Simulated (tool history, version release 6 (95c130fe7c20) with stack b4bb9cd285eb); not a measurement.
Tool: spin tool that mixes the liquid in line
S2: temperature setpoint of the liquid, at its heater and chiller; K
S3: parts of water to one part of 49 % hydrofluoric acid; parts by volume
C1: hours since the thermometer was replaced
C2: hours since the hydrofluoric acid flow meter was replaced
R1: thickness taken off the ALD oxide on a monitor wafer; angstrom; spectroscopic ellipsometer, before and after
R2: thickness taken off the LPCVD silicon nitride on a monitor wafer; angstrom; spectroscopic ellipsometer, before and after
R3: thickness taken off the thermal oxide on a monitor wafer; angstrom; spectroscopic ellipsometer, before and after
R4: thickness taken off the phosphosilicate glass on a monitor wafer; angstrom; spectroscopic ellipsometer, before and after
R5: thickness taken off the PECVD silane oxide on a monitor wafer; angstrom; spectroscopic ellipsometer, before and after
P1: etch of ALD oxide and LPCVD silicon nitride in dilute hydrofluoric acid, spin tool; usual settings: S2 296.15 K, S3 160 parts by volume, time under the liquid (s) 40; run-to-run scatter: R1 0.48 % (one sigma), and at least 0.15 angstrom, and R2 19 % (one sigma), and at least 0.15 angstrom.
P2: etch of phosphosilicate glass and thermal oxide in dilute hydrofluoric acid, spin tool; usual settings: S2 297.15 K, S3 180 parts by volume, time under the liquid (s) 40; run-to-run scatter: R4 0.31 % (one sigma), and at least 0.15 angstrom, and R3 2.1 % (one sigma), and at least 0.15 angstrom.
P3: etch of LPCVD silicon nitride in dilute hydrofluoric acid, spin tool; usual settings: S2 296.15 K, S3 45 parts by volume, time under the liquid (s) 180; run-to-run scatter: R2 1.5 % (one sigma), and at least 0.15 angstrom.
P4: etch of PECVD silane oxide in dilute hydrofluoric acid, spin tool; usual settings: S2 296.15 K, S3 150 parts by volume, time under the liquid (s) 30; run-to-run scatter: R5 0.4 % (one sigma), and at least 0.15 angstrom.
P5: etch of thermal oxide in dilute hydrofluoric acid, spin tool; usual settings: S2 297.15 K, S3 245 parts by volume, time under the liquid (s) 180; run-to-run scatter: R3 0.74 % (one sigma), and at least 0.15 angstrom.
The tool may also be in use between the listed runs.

{"run": 1, "hour": 10.9, "process that ran": "P1", "S2": 296.15, "S3": 160, "time under the liquid (s)": 40, "C1": 526.4, "C2": 236.0, "R1": 47.482, "R2": 1.4543}
{"run": 2, "hour": 26.6, "process that ran": "P1", "S2": 296.15, "S3": 160, "time under the liquid (s)": 40, "C1": 542.1, "C2": 251.7, "R1": 47.861, "R2": 1.6893}
{"run": 3, "hour": 37.6, "process that ran": "P1", "S2": 296.15, "S3": 160, "time under the liquid (s)": 40, "C1": 553.1, "C2": 262.7, "R1": 48.01, "R2": 1.6455}
{"run": 4, "hour": 47.6, "process that ran": "P1", "S2": 296.15, "S3": 160, "time under the liquid (s)": 40, "C1": 563.1, "C2": 272.7, "R1": 47.47, "R2": 0.94858}
{"run": 5, "hour": 59.9, "process that ran": "P5", "S2": 297.15, "S3": 245, "time under the liquid (s)": 180, "C1": 575.4, "C2": 285.0, "R3": 28.6}
{"run": 6, "hour": 75.0, "process that ran": "P2", "S2": 291.15, "S3": 180, "time under the liquid (s)": 40, "C1": 590.5, "C2": 300.1, "R3": 7.8935, "R4": 116.31}
{"run": 7, "hour": 89.2, "process that ran": "P1", "S2": 296.15, "S3": 160, "time under the liquid (s)": 40, "C1": 604.7, "C2": 314.3, "R1": 47.358, "R2": 1.171}
{"run": 8, "hour": 101.0, "process that ran": "P4", "S2": 296.15, "S3": 150, "time under the liquid (s)": 30, "C1": 616.5, "C2": 326.1, "R5": 81.666}
{"run": 9, "hour": 111.6, "process that ran": "P3", "S2": 296.15, "S3": 45, "time under the liquid (s)": 180, "C1": 627.1, "C2": 336.7, "R2": 17.454}
{"run": 10, "hour": 127.1, "process that ran": "P2", "S2": 297.15, "S3": 75, "time under the liquid (s)": 40, "C1": 642.6, "C2": 352.2, "R3": 26.521, "R4": 402.64}
{"run": 11, "hour": 139.5, "process that ran": "P3", "S2": 296.15, "S3": 45, "time under the liquid (s)": 180, "C1": 655.0, "C2": 364.6, "R2": 17.814}
{"run": 12, "hour": 149.5, "process that ran": "P5", "S2": 297.15, "S3": 245, "time under the liquid (s)": 95, "C1": 665.0, "C2": 374.6, "R3": 14.781}
{"run": 13, "hour": 160.9, "process that ran": "P4", "S2": 303.65, "S3": 150, "time under the liquid (s)": 30, "C1": 676.4, "C2": 386.0, "R5": 107.7}
{"run": 14, "hour": 173.8, "process that ran": "P5", "S2": 297.15, "S3": 400, "time under the liquid (s)": 180, "C1": 689.3, "C2": 398.9, "R3": 15.174}
{"run": 15, "hour": 184.5, "process that ran": "P2", "S2": 297.15, "S3": 180, "time under the liquid (s)": 40, "C1": 700.0, "C2": 409.6, "R3": 10.073, "R4": 147.4}
{"run": 16, "hour": 199.3, "process that ran": "P4", "S2": 296.15, "S3": 150, "time under the liquid (s)": 15, "C1": 714.8, "C2": 424.4, "R5": 41.225}
{"run": 17, "hour": 213.3, "process that ran": "P1", "S2": 296.15, "S3": 160, "time under the liquid (s)": 40, "C1": 728.8, "C2": 438.4, "R1": 47.245, "R2": 1.2389}
{"run": 18, "hour": 220.8, "process that ran": "P1", "S2": 291.15, "S3": 160, "time under the liquid (s)": 40, "C1": 736.3, "C2": 445.9, "R1": 39.246, "R2": 0.6974}
{"run": 19, "hour": 235.7, "process that ran": "P1", "S2": 296.15, "S3": 160, "time under the liquid (s)": 75, "C1": 751.2, "C2": 460.8, "R1": 90.065, "R2": 1.9727}
{"run": 20, "hour": 246.5, "process that ran": "P1", "S2": 296.15, "S3": 255, "time under the liquid (s)": 40, "C1": 762.0, "C2": 471.6, "R1": 27.16, "R2": 0.9271}
{"run": 21, "hour": 257.9, "process that ran": "P5", "S2": 291.15, "S3": 245, "time under the liquid (s)": 180, "C1": 773.4, "C2": 483.0, "R3": 22.485}
{"run": 22, "hour": 273.0, "process that ran": "P1", "S2": 296.15, "S3": 275, "time under the liquid (s)": 15, "C1": 788.5, "C2": 498.1, "R1": 9.3256, "R2": 0.33587}
{"run": 23, "hour": 284.8, "process that ran": "P1", "S2": 291.15, "S3": 160, "time under the liquid (s)": 70, "C1": 800.3, "C2": 509.9, "R1": 68.677, "R2": 1.5219}
{"run": 24, "hour": 295.8, "process that ran": "P4", "S2": 296.15, "S3": 60, "time under the liquid (s)": 30, "C1": 811.3, "C2": 520.9, "R5": 227.8}
{"run": 25, "hour": 309.0, "process that ran": "P1", "S2": 296.15, "S3": 60, "time under the liquid (s)": 40, "C1": 824.5, "C2": 534.1, "R1": 144.81, "R2": 2.8042}
{"run": 26, "hour": 318.7, "process that ran": "P1", "S2": 304.15, "S3": 160, "time under the liquid (s)": 40, "C1": 834.2, "C2": 543.8, "R1": 64.253, "R2": 1.676}
{"run": 27, "hour": 333.5, "process that ran": "P3", "S2": 296.15, "S3": 45, "time under the liquid (s)": 350, "C1": 849.0, "C2": 558.6, "R2": 33.862}
{"run": 28, "hour": 347.6, "process that ran": "P2", "S2": 297.15, "S3": 180, "time under the liquid (s)": 15, "C1": 863.1, "C2": 572.7, "R3": 3.62, "R4": 55.807}
{"run": 29, "hour": 357.4, "process that ran": "P1", "S2": 296.15, "S3": 160, "time under the liquid (s)": 20, "C1": 872.9, "C2": 582.5, "R1": 23.95, "R2": 0.56922}
{"run": 30, "hour": 372.1, "process that ran": "P1", "S2": 303.65, "S3": 160, "time under the liquid (s)": 15, "C1": 887.6, "C2": 597.2, "R1": 23.846, "R2": 0.45661}
{"run": 31, "hour": 384.1, "process that ran": "P3", "S2": 296.15, "S3": 20, "time under the liquid (s)": 180, "C1": 899.6, "C2": 609.2, "R2": 39.093}
{"run": 32, "hour": 394.6, "process that ran": "P5", "S2": 297.15, "S3": 245, "time under the liquid (s)": 180, "C1": 910.1, "C2": 619.7, "R3": 28.211}
{"run": 33, "hour": 402.5, "process that ran": "P3", "S2": 291.15, "S3": 45, "time under the liquid (s)": 180, "C1": 918.0, "C2": 627.6, "R2": 12.332}
{"run": 34, "hour": 414.1, "process that ran": "P1", "S2": 296.15, "S3": 160, "time under the liquid (s)": 40, "C1": 929.6, "C2": 639.2, "R1": 47.309, "R2": 1.5834}
{"run": 35, "hour": 428.7, "process that ran": "P1", "S2": 296.15, "S3": 160, "time under the liquid (s)": 40, "C1": 944.2, "C2": 653.8, "R1": 48.807, "R2": 0.92533}
{"run": 36, "hour": 440.6, "process that ran": "P1", "S2": 296.15, "S3": 160, "time under the liquid (s)": 40, "C1": 956.1, "C2": 665.7, "R1": 49.553, "R2": 1.4794}
{"run": 37, "hour": 455.4, "process that ran": "P1", "S2": 296.15, "S3": 160, "time under the liquid (s)": 40, "C1": 970.9, "C2": 680.5, "R1": 50.323, "R2": 1.1222}
{"run": 38, "hour": 469.2, "process that ran": "P1", "S2": 296.15, "S3": 160, "time under the liquid (s)": 40, "C1": 984.7, "C2": 694.3, "R1": 50.472, "R2": 1.3895}
{"run": 39, "hour": 476.4, "process that ran": "P1", "S2": 296.15, "S3": 160, "time under the liquid (s)": 40, "C1": 991.9, "C2": 701.5, "R1": 50.048, "R2": 1.6528}
{"run": 40, "hour": 486.2, "process that ran": "P1", "S2": 296.15, "S3": 160, "time under the liquid (s)": 40, "C1": 1001.7, "C2": 711.3, "R1": 50.489, "R2": 1.4716}
{"run": 41, "hour": 495.2, "process that ran": "P1", "S2": 296.15, "S3": 160, "time under the liquid (s)": 40, "C1": 1010.7, "C2": 720.3, "R1": 50.322, "R2": 1.3867}
{"run": 42, "hour": 508.5, "process that ran": "P1", "S2": 296.15, "S3": 160, "time under the liquid (s)": 40, "C1": 1024.0, "C2": 733.6, "R1": 50.643, "R2": 1.2684}
{"run": 43, "hour": 515.8, "process that ran": "P1", "S2": 296.15, "S3": 160, "time under the liquid (s)": 40, "C1": 1031.3, "C2": 740.9, "R1": 50.556, "R2": 2.2663}
{"run": 44, "hour": 530.4, "process that ran": "P1", "S2": 296.15, "S3": 160, "time under the liquid (s)": 40, "C1": 1045.9, "C2": 755.5, "R1": 50.517, "R2": 1.4159}
{"run": 45, "hour": 545.8, "process that ran": "P1", "S2": 296.15, "S3": 160, "time under the liquid (s)": 40, "C1": 1061.3, "C2": 770.9, "R1": 50.941, "R2": 1.5076}

What P1 gives has crept away from where it was. These 2 causes fit the log equally well, each at the size given:
A: hydrofluoric acid flow above the setpoint (%) = 5.2
B: liquid hotter than its thermometer reads (K) = 1.57
The creep began at about hour 414.1.

4 check runs are offered, each on 5 wafers whose results are averaged, their results left as question marks. Which one tells the causes apart?
{"run": "check 1", "hour": 561.2, "process that ran": "P4", "S2": 296.15, "S3": 150, "time under the liquid (s)": 30, "R5": "?"}
{"run": "check 2", "hour": 561.2, "process that ran": "P3", "S2": 296.15, "S3": 45, "time under the liquid (s)": 180, "R2": "?"}
{"run": "check 3", "hour": 561.2, "process that ran": "P2", "S2": 297.15, "S3": 180, "time under the liquid (s)": 40, "R3": "?", "R4": "?"}
{"run": "check 4", "hour": 561.2, "process that ran": "P5", "S2": 297.15, "S3": 245, "time under the liquid (s)": 180, "R3": "?"}

What each check would give under each cause:
check=check_1 result=R5 if_A=87.281 if_B=87.384
check=check_2 result=R2 if_A=18.68400 if_B=19.78000
check=check_3 result=R3 if_A=10.4270 if_B=10.4040
check=check_3 result=R4 if_A=156.920 if_B=156.570
check=check_4 result=R3 if_A=30.2290 if_B=30.0080
How far apart the two closest causes lie, in the result that separates them most: check 1 0.12 %; check 2 5.7 %; check 3 0.22 %; check 4 0.73 %
Only check 2 tells the causes apart: in the others they would give nearly the same result.

Then check 2 was run and gave: R2 19.74600 angstrom. Which cause is it?

It is B: liquid hotter than its thermometer reads (K).

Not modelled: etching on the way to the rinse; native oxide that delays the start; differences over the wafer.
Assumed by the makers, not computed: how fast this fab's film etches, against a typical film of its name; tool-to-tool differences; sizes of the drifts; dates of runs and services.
